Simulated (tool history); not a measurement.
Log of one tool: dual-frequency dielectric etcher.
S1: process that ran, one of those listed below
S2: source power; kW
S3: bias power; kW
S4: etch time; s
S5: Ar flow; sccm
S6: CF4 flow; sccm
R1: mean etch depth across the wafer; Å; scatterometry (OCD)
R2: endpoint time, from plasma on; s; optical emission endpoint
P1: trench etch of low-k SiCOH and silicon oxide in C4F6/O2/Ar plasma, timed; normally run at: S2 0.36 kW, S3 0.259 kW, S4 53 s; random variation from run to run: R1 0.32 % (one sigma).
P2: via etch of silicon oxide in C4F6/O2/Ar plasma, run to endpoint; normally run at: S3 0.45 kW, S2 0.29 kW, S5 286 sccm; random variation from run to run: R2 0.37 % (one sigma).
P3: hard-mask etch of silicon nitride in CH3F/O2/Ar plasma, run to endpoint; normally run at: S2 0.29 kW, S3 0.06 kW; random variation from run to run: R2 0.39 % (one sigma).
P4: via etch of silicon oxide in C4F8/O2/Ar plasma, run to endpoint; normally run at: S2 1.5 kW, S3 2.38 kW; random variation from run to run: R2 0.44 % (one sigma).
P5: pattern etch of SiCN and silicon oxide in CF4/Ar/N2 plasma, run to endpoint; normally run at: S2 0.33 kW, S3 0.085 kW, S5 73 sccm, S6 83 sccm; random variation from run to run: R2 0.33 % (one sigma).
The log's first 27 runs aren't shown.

run 28 hour=271.3 | S1=P5 S2=0.33 S3=0.106 S5=73 S6=83 | R2=20.599
run 29 hour=280 | S1=P1 S2=0.36 S3=0.259 S4=53 | R1=1887.3
run 30 hour=292.5 | S1=P1 S2=0.36 S3=0.259 S4=38.5 | R1=1371.1
run 31 hour=306.5 | S1=P1 S2=0.36 S3=0.259 S4=53 | R1=1876.1
run 32 hour=320.4 | S1=P1 S2=0.36 S3=0.259 S4=53 | R1=1870.4
run 33 hour=331 | S1=P1 S2=0.36 S3=0.259 S4=53 | R1=1854.2
-- hour=336.4 wet clean of the chamber
run 34 hour=344.7 | S1=P1 S2=0.36 S3=0.259 S4=53 | R1=1850.1
run 35 hour=359 | S1=P1 S2=0.36 S3=0.259 S4=53 | R1=1846.7

The next listed run, before its measurement:
run 36 hour=369.2 | S1=P1 S2=0.36 S3=0.259 S4=53 | R1=?

{"run 36": {"R1": 1848.1}}
